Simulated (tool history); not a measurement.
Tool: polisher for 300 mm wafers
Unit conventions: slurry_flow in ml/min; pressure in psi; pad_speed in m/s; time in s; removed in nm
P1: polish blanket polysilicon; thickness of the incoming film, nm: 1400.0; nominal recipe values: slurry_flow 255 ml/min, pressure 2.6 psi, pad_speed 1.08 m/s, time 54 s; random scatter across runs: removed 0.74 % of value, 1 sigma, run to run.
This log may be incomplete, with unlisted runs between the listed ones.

run	day	slurry_flow	pressure	pad_speed	time	wafers polished on this pad	hours since the slurry nozzle was cleaned	hours since the head pressure was calibrated	removed
1	0.333	255	2.6	1.08	54	886	159.6	524.5	491.18
2	0.712	255	2.6	0.52	54	1045	168.7	533.6	231.69
3	1.058	255	1.6	1.60	54	1189	177.0	541.9	447.37
4	1.333	375	2.6	1.08	54	1304	183.6	548.5	510.69
5	1.696	255	2.6	1.08	54	1456	192.3	557.2	481.81
6	1.871	255	2.6	1.64	54	1529	196.5	561.4	746.13
7	2.150	255	2.6	1.08	24	1646	203.2	568.1	215.58
8	2.354	255	2.6	1.08	54	1731	208.1	573.0	490.15
9	2.529	255	3.4	1.08	54	1805	212.3	577.2	650.00
# day 2.738: worn pad replaced by a new one
10	2.767	155	2.6	1.08	54	13	218.0	582.9	454.75
11	3.104	255	2.6	1.08	74	154	226.1	591.0	665.33
12	3.383	255	2.6	1.08	54	271	232.8	597.7	487.66
13	3.633	255	2.6	1.08	54	375	238.8	603.7	489.08
14	3.958	255	1.8	1.08	54	511	246.6	611.5	338.21
15	4.296	255	2.6	1.08	54	652	254.7	619.6	489.50
16	4.621	255	2.6	1.08	54	788	262.5	627.4	480.98
17	4.871	255	2.6	1.08	54	893	268.5	633.4	473.72
18	5.133	255	2.6	1.08	54	1003	274.8	639.7	468.36
# day 5.404: worn pad replaced by a new one
19	5.417	255	2.6	1.08	54	6	281.6	646.5	464.33
20	5.758	255	2.6	1.08	54	149	289.8	654.7	466.59
21	6.117	255	2.6	1.08	54	299	298.4	663.3	473.55
22	6.400	255	2.6	1.08	54	417	305.2	670.1	464.34
23	6.650	255	2.6	1.08	54	522	311.2	676.1	464.52

Something has made what P1 gives creep away from where it was; the 2 causes below, each at its own stated size, fit the log equally well:
A: slurry flow missing at the pad, % = 33
B: head's pressure below its setpoint, % = 4.99
The onset of the drift is placed at about day 4.296.
The rest of the possible causes, and what rules out each one:
removal rate lost through wear of the pad, %: work on it at day 5.404, done after the drift set in, did not restore what the process gave before

Consider the 4 check runs below, whose results appear as question marks and each of which averages 5 wafers. Which one distinguishes the causes, in that each cause would give it a clearly different result?
check 1	6.900	155	2.6	0.84	54				?
check 2	6.900	255	2.6	1.08	66				?
check 3	6.900	305	2.6	1.08	54				?
check 4	6.900	255	2.6	0.60	29				?

How each check would come out, cause by cause:
check	result	if A	if B
check 1	removed	328.11	338.10
check 2	removed	568.01	568.03
check 3	removed	476.65	472.87
check 4	removed	138.66	138.66
Smallest distance between any two causes, each pair judged by its most separating result, in per cent: check 1 3 %; check 2 0 %; check 3 0.8 %; check 4 0 %
Check 1 distinguishes between the causes, while the remaining checks would return nearly the same result for all of them.

Check 1 was carried out, with these results: removed 337.40 nm. Which of the listed causes is responsible?

Of the candidate causes, it is B: head's pressure below its setpoint, %.
